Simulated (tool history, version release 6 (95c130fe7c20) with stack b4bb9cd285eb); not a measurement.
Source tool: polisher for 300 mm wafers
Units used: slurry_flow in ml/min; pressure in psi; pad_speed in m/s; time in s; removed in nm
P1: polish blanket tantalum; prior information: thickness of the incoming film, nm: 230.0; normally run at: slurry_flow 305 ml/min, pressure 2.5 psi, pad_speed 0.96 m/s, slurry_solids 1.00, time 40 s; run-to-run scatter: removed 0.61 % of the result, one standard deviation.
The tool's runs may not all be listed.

run 1 hour=7.1 | slurry_flow=305 pressure=2.5 pad_speed=0.96 slurry_solids=1.00 time=40 | removed=95.615
run 2 hour=14.5 | slurry_flow=305 pressure=2.5 pad_speed=0.96 slurry_solids=1.00 time=40 | removed=94.668
run 3 hour=21.8 | slurry_flow=305 pressure=4.0 pad_speed=0.96 slurry_solids=1.00 time=40 | removed=152.330
run 4 hour=27.6 | slurry_flow=305 pressure=2.5 pad_speed=1.36 slurry_solids=1.00 time=40 | removed=135.290
run 5 hour=32.5 | slurry_flow=305 pressure=2.5 pad_speed=0.96 slurry_solids=1.00 time=18 | removed=43.278
run 6 hour=38.6 | slurry_flow=415 pressure=2.5 pad_speed=0.96 slurry_solids=0.75 time=40 | removed=89.390
run 7 hour=44.5 | slurry_flow=305 pressure=2.5 pad_speed=0.96 slurry_solids=1.00 time=60 | removed=143.010
run 8 hour=50.2 | slurry_flow=305 pressure=2.5 pad_speed=0.48 slurry_solids=1.00 time=40 | removed=47.741
run 9 hour=56.8 | slurry_flow=305 pressure=2.5 pad_speed=0.96 slurry_solids=1.00 time=40 | removed=95.465
run 10 hour=64.8 | slurry_flow=305 pressure=1.7 pad_speed=0.96 slurry_solids=1.00 time=40 | removed=64.827
run 11 hour=71.8 | slurry_flow=305 pressure=2.5 pad_speed=0.96 slurry_solids=1.50 time=40 | removed=105.900
run 12 hour=79.0 | slurry_flow=185 pressure=2.5 pad_speed=0.96 slurry_solids=1.00 time=40 | removed=91.278
run 13 hour=83.6 | slurry_flow=305 pressure=2.5 pad_speed=0.96 slurry_solids=0.60 time=40 | removed=79.632
-- hour=84.4 worn pad replaced by a new one
run 14 hour=89.1 | slurry_flow=395 pressure=2.5 pad_speed=0.96 slurry_solids=1.00 time=40 | removed=97.604
run 15 hour=97.2 | slurry_flow=305 pressure=2.5 pad_speed=0.96 slurry_solids=1.00 time=40 | removed=95.252
run 16 hour=101.6 | slurry_flow=305 pressure=2.5 pad_speed=0.96 slurry_solids=1.00 time=40 | removed=95.656
run 17 hour=107.7 | slurry_flow=305 pressure=2.5 pad_speed=0.96 slurry_solids=1.00 time=40 | removed=96.003
run 18 hour=111.9 | slurry_flow=305 pressure=2.5 pad_speed=0.96 slurry_solids=1.00 time=40 | removed=92.310
run 19 hour=118.9 | slurry_flow=305 pressure=2.5 pad_speed=0.96 slurry_solids=1.00 time=40 | removed=90.404
run 20 hour=126.7 | slurry_flow=305 pressure=2.5 pad_speed=0.96 slurry_solids=1.00 time=40 | removed=88.050
run 21 hour=132.6 | slurry_flow=305 pressure=2.5 pad_speed=0.96 slurry_solids=1.00 time=40 | removed=87.780
run 22 hour=136.6 | slurry_flow=305 pressure=2.5 pad_speed=0.96 slurry_solids=1.00 time=40 | removed=86.880
-- hour=138.9 worn pad replaced by a new one
-- hour=139.3 slurry nozzle cleaned
run 23 hour=141.7 | slurry_flow=305 pressure=2.5 pad_speed=0.96 slurry_solids=1.00 time=40 | removed=86.776
run 24 hour=145.7 | slurry_flow=305 pressure=2.5 pad_speed=0.96 slurry_solids=1.00 time=40 | removed=86.102
run 25 hour=152.7 | slurry_flow=305 pressure=2.5 pad_speed=0.96 slurry_solids=1.00 time=40 | removed=86.633
run 26 hour=160.3 | slurry_flow=305 pressure=2.5 pad_speed=0.96 slurry_solids=1.00 time=40 | removed=85.099

The log shows P1 creeping away from where it was. Any of the 2 causes listed here, at the size stated for it, fits the log just as well as the others:
A: abrasive missing from the slurry, % = 28.2
B: head's pressure below its setpoint, % = 10.1
Creep in the process output first set in at about hour 107.7.
The rest of the possible causes, and what rules out each one:
removal rate lost through wear of the pad, %: serviced at hour 138.9, which brought nothing back
slurry flow missing at the pad, %: serviced at hour 139.3, which brought nothing back

The 4 check runs listed below each average the results of 3 wafers, and their outcomes are marked with question marks. Under which run would the listed causes produce clearly different results?
run check 1 hour=167.9 | slurry_flow=305 pressure=3.2 pad_speed=0.96 slurry_solids=1.00 time=40 | removed=?
run check 2 hour=167.9 | slurry_flow=185 pressure=2.5 pad_speed=0.68 slurry_solids=1.00 time=40 | removed=?
run check 3 hour=167.9 | slurry_flow=305 pressure=2.5 pad_speed=0.96 slurry_solids=1.50 time=19 | removed=?
run check 4 hour=167.9 | slurry_flow=210 pressure=2.5 pad_speed=0.96 slurry_solids=1.00 time=30 | removed=?

If the cause were each of the candidates in turn, the checks would give the following:
check=check_1 result=removed if_A=109.770 if_B=109.750
check=check_2 result=removed if_A=57.401 if_B=57.394
check=check_3 result=removed if_A=46.250 if_B=45.017
check=check_4 result=removed if_A=61.819 if_B=61.811
Smallest distance between any two causes, each pair judged by its most separating result, in per cent: check 1 0.01 %; check 2 0.01 %; check 3 2.7 %; check 4 0.01 %
Only in check 3 would the causes give clearly different results; in the remaining checks their results would be nearly the same.

After running check 3, the following was obtained: removed 46.178 nm. Which cause does this point to?

Of the candidate causes, it is A: abrasive missing from the slurry, %.

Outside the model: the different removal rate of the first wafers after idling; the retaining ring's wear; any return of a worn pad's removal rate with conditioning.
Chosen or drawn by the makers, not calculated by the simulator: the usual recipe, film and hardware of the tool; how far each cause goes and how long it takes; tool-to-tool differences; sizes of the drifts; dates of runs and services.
